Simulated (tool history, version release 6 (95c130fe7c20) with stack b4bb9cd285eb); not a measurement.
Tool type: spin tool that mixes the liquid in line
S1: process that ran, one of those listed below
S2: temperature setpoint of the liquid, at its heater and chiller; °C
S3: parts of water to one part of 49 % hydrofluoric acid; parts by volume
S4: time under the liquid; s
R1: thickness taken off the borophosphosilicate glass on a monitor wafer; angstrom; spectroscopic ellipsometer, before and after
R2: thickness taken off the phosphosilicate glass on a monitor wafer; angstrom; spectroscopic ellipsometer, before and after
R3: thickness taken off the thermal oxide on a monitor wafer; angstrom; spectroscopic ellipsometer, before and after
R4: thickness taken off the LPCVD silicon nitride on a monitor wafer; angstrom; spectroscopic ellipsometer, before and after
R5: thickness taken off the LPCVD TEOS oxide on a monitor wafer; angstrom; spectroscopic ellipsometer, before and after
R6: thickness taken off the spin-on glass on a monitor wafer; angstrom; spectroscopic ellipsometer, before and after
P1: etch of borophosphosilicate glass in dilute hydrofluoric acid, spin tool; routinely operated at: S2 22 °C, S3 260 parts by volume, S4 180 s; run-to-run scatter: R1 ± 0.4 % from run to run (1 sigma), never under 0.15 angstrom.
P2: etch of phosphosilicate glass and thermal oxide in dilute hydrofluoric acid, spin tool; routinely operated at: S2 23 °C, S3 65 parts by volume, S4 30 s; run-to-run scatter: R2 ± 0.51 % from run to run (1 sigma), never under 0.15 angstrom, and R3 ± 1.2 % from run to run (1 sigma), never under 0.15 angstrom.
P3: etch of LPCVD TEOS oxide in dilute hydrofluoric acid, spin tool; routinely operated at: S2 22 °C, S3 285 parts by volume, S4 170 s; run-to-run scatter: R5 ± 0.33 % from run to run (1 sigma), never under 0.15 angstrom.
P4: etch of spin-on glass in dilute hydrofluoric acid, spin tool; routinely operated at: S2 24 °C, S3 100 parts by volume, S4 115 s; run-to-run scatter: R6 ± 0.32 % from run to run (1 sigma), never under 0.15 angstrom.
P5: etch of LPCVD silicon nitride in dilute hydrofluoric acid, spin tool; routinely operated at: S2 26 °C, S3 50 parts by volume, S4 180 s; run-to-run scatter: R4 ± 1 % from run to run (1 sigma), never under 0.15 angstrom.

| run | hour | S1 | S2 | S3 | S4 | R1 | R2 | R3 | R4 | R5 | R6 |
|---|---|---|---|---|---|---|---|---|---|---|---|
| 1 | 11.1 | P1 | 22 | 260 | 180 | 227.82 |  |  |  |  |  |
| 2 | 21 | P1 | 18 | 260 | 180 | 195.92 |  |  |  |  |  |
| 3 | 33.8 | P1 | 22 | 260 | 180 | 228.06 |  |  |  |  |  |
| 4 | 46 | P2 | 23 | 110 | 30 |  | 309.82 | 12.277 |  |  |  |
| 5 | 53.5 | P5 | 26 | 50 | 355 |  |  |  | 38.973 |  |  |
| 6 | 61.9 | P2 | 23 | 65 | 30 |  | 548.9 | 21.6 |  |  |  |
| 7 | 73.6 | P3 | 22 | 285 | 170 |  |  |  |  | 258.04 |  |
| 8 | 86.1 | P5 | 26 | 20 | 180 |  |  |  | 47.031 |  |  |
| 9 | 92.9 | P1 | 22 | 260 | 180 | 227.04 |  |  |  |  |  |
| 10 | 102.3 | P5 | 26 | 50 | 180 |  |  |  | 19.317 |  |  |
| 11 | 110.1 | P1 | 22 | 70 | 180 | 1039.6 |  |  |  |  |  |
| 12 | 118 | P3 | 22 | 285 | 300 |  |  |  |  | 455.88 |  |
| 13 | 126.8 | P2 | 23 | 65 | 15 |  | 271.59 | 10.731 |  |  |  |
| 14 | 138.5 | P1 | 22 | 260 | 180 | 226.89 |  |  |  |  |  |
| 15 | 152.7 | P1 | 17 | 345 | 180 | 131.8 |  |  |  |  |  |
| 16 | 166.3 | P1 | 27 | 260 | 180 | 272.22 |  |  |  |  |  |
| 17 | 179.8 | P1 | 22 | 260 | 320 | 405.31 |  |  |  |  |  |
| 18 | 193 | P4 | 31.5 | 100 | 115 |  |  |  |  |  | 642.74 |
| 19 | 202.6 | P4 | 24 | 165 | 115 |  |  |  |  |  | 272.56 |
| 20 | 213.8 | P1 | 22 | 260 | 180 | 228.01 |  |  |  |  |  |
| 21 | 223.9 | P1 | 22 | 455 | 180 | 109.75 |  |  |  |  |  |
| 22 | 238.7 | P1 | 22 | 260 | 55 | 69.201 |  |  |  |  |  |
| 23 | 250.9 | P4 | 24 | 100 | 25 |  |  |  |  |  | 104.85 |
| 24 | 264.2 | P3 | 22 | 115 | 170 |  |  |  |  | 759.73 |  |
| 25 | 273.7 | P2 | 23 | 65 | 30 |  | 548.79 | 22.932 |  |  |  |
| 26 | 283 | P2 | 31 | 65 | 30 |  | 758.7 | 30.388 |  |  |  |
|  | 287.6 | thermometer replaced |
| 27 | 296.2 | P4 | 24 | 100 | 115 |  |  |  |  |  | 480.93 |
| 28 | 308.5 | P3 | 17 | 285 | 170 |  |  |  |  | 214.08 |  |
| 29 | 316.4 | P1 | 25.5 | 260 | 300 | 426 |  |  |  |  |  |
| 30 | 328.7 | P5 | 30 | 50 | 180 |  |  |  | 25.452 |  |  |
| 31 | 336.9 | P1 | 22 | 260 | 180 | 227.4 |  |  |  |  |  |
| 32 | 343.7 | P1 | 22 | 260 | 180 | 220.86 |  |  |  |  |  |
| 33 | 351.8 | P1 | 22 | 260 | 180 | 216.75 |  |  |  |  |  |
| 34 | 365.8 | P1 | 22 | 260 | 180 | 210.94 |  |  |  |  |  |
| 35 | 377.5 | P1 | 22 | 260 | 180 | 210.92 |  |  |  |  |  |
| 36 | 390.9 | P1 | 22 | 260 | 180 | 208.34 |  |  |  |  |  |
| 37 | 399.1 | P1 | 22 | 260 | 180 | 208.61 |  |  |  |  |  |
| 38 | 413.4 | P1 | 22 | 260 | 180 | 208.66 |  |  |  |  |  |

Compared with where it was, what P1 gives has crept away. Each cause listed below fits the log as well as the rest, at the size given for it:
A: liquid colder than its thermometer reads (K) = 2.34
B: hydrofluoric acid flow below the setpoint (%) = 6.64
The onset of the drift is placed at about hour 336.9.

Listed below are the offered check runs, one wafer per run, with question marks in place of results. For which of them would the causes give clearly different outcomes?
| check 1 | 427.7 | P4 | 30 | 155 | 115 |  |  |  |  |  | ? |
| check 2 | 427.7 | P3 | 22 | 285 | 285 |  |  |  |  | ? |  |
| check 3 | 427.7 | P2 | 27 | 105 | 30 |  | ? | ? |  |  |  |
| check 4 | 427.7 | P5 | 26 | 50 | 345 |  |  |  | ? |  |  |

What every check run would give for each of its results, assuming each possible cause in turn:
| check | result | if A | if B |
|---|---|---|---|
| check 1 | R6 | 334.71 | 335.35 |
| check 2 | R5 | 396.75 | 395.79 |
| check 3 | R2 | 346.26 | 350.57 |
| check 3 | R3 | 14.004 | 14.178 |
| check 4 | R4 | 32.094 | 35.09 |
Smallest distance between any two causes, each pair judged by its most separating result, in per cent: check 1 0.19 %; check 2 0.24 %; check 3 1.24 %; check 4 8.92 %
Of the check runs offered, only check 4 discriminates between the causes; the rest would read about the same regardless of which cause applies.

With check 4 done, the readings were: R4 32.582 angstrom. Identify which of the listed causes applies.

Of the candidate causes, it is A: liquid colder than its thermometer reads (K).

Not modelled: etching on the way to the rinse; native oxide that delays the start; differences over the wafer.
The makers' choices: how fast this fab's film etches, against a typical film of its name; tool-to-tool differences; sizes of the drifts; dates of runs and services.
